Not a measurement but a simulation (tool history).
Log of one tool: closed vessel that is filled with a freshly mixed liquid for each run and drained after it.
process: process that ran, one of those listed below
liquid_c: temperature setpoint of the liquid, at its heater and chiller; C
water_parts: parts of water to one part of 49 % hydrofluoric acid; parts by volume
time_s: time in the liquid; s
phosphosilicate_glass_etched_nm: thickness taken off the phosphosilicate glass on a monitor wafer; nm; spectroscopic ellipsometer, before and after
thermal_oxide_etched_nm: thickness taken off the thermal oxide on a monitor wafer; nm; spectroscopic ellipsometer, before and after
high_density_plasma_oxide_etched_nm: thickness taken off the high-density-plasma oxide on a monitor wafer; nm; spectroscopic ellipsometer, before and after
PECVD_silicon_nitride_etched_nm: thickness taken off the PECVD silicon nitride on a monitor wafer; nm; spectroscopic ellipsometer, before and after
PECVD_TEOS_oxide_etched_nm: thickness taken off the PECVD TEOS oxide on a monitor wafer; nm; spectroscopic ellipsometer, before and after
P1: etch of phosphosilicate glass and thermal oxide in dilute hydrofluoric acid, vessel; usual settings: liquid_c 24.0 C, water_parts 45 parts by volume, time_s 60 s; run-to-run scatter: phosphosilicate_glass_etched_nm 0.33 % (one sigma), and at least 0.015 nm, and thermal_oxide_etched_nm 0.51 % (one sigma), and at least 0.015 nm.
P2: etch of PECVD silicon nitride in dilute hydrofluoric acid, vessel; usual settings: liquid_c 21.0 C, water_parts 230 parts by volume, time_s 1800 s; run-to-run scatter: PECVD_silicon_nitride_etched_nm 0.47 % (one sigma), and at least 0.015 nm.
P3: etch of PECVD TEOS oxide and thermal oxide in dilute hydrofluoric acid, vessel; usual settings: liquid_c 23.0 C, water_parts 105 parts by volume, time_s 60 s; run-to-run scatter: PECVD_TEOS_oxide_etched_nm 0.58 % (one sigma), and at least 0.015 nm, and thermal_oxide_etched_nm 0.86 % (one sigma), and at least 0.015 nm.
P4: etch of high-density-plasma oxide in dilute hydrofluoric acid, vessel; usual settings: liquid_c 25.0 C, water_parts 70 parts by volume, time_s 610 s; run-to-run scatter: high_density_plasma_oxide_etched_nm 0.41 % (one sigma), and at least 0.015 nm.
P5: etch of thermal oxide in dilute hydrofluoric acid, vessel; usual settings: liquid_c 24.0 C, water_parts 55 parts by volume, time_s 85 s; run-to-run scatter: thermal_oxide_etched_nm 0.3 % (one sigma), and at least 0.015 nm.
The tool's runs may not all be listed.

run	hour	process	liquid_c	water_parts	time_s	hours since the thermometer was replaced	hours since the hydrofluoric acid flow meter was replaced	phosphosilicate_glass_etched_nm	thermal_oxide_etched_nm	high_density_plasma_oxide_etched_nm	PECVD_silicon_nitride_etched_nm	PECVD_TEOS_oxide_etched_nm
1	7.3	P1	24.0	45	60	798.3	197.5	150.790	6.8938			
2	11.9	P1	24.0	75	60	802.9	202.1	86.725	3.9665			
3	16.2	P1	24.0	45	30	807.2	206.4	74.931	3.4471			
4	22.8	P5	24.0	55	85	813.8	213.0		7.6498			
5	27.7	P4	18.5	70	610	818.7	217.9			44.522		
6	35.9	P2	21.0	230	1800	826.9	226.1				13.0080	
7	44.4	P5	17.0	55	85	835.4	234.6		5.7090			
8	52.9	P1	17.0	45	30	843.9	243.1	55.730	2.5803			
9	58.5	P3	23.0	105	60	849.5	248.7		2.4855			7.0051
10	67.6	P5	24.0	55	85	858.6	257.8		7.6727			
11	76.5	P1	18.0	45	60	867.5	266.7	116.920	5.3456			
12	85.3	P2	17.0	230	1800	876.3	275.5				9.9709	
13	91.5	P4	25.0	70	610	882.5	281.7			58.161		
14	99.8	P1	24.0	45	60	890.8	290.0	150.500	6.9872			
15	106.5	P1	24.0	45	60	897.5	296.7	150.800	6.9264			
16	111.3	P1	24.0	45	60	902.3	301.5	151.270	6.8957			
17	118.6	P5	24.0	90	85	909.6	308.8		4.5119			
18	123.1	P2	21.0	230	655	914.1	313.3				4.7550	
19	131.8	P3	23.0	105	100	922.8	322.0		4.1851			11.6890
20	141.5	P3	23.0	105	60	932.5	331.7		2.4958			7.0403
21	151.2	P1	30.0	45	60	942.2	341.4	191.170	8.7748			
22	160.4	P3	17.0	105	60	951.4	350.6		1.9564			5.4908
23	165.9	P2	21.0	230	1800	956.9	356.1				13.0990	
24	175.1	P4	25.0	70	610	966.1	365.3			57.904		
25	181.2	P3	23.0	60	60	972.2	371.4		4.5542			13.0870
26	189.9	P2	21.0	50	1800	980.9	380.1				57.8250	

Forecast run 27:
27	196.8	P1	24.0	45	60	987.8	387.0	?	?			

phosphosilicate_glass_etched_nm: 150.930 nm
thermal_oxide_etched_nm: 6.9084 nm

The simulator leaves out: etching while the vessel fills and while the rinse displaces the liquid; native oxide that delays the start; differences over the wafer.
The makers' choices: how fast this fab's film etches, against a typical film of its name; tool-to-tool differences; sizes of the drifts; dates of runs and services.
